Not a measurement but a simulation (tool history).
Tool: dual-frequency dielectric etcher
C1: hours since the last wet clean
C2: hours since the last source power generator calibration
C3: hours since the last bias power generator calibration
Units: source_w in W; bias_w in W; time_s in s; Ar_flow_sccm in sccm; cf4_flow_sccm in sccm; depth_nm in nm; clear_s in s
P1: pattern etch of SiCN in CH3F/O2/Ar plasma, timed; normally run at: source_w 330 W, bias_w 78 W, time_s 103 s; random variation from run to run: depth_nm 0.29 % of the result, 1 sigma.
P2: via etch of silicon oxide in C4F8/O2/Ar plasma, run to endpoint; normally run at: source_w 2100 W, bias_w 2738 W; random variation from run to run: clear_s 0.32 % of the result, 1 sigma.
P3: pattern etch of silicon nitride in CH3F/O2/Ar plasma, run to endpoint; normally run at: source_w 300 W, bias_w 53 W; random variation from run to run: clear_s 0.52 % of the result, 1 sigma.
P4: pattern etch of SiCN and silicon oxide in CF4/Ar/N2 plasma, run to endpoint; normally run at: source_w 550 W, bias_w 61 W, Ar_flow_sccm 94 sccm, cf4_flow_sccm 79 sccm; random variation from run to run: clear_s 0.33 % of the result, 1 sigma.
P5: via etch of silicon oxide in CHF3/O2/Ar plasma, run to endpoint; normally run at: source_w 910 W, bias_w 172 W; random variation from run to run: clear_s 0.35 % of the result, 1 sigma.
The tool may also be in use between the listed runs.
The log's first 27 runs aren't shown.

Run 28, hour 326.6: process P4, source_w 550 W, bias_w 61 W, Ar_flow_sccm 94 sccm, cf4_flow_sccm 79 sccm; C1 175.8; C2 1115.2; C3 1728.7. Result: clear_s 10.414 s.
Run 29, hour 343.8: process P1, source_w 330 W, bias_w 94 W, time_s 68.5 s; C1 193; C2 1132.4; C3 1745.9. Result: depth_nm 25.704 nm.
Run 30, hour 353.9: process P1, source_w 330 W, bias_w 97 W, time_s 73 s; C1 203.1; C2 1142.5; C3 1756. Result: depth_nm 27.719 nm.
Run 31, hour 368.3: process P4, source_w 550 W, bias_w 61 W, Ar_flow_sccm 128 sccm, cf4_flow_sccm 79 sccm; C1 217.5; C2 1156.9; C3 1770.4. Result: clear_s 10.924 s.
Run 32, hour 382.4: process P1, source_w 330 W, bias_w 78 W, time_s 103 s; C1 231.6; C2 1171; C3 1784.5. Result: depth_nm 36.042 nm.
Run 33, hour 394: process P1, source_w 330 W, bias_w 78 W, time_s 103 s; C1 243.2; C2 1182.6; C3 1796.1. Result: depth_nm 36.33 nm.
Run 34, hour 404.3: process P1, source_w 330 W, bias_w 78 W, time_s 103 s; C1 253.5; C2 1192.9; C3 1806.4. Result: depth_nm 36.423 nm.
Run 35, hour 420.4: process P1, source_w 330 W, bias_w 78 W, time_s 103 s; C1 269.6; C2 1209; C3 1822.5. Result: depth_nm 36.621 nm.

Forecast run 36:
At hour 423: wet clean of the chamber.
Run 36, hour 436.9: process P1, source_w 330 W, bias_w 78 W, time_s 103 s; C1 14; C2 1225.5; C3 1839. Result: depth_nm ?.

Run 36 gave depth_nm 36.517 nm.
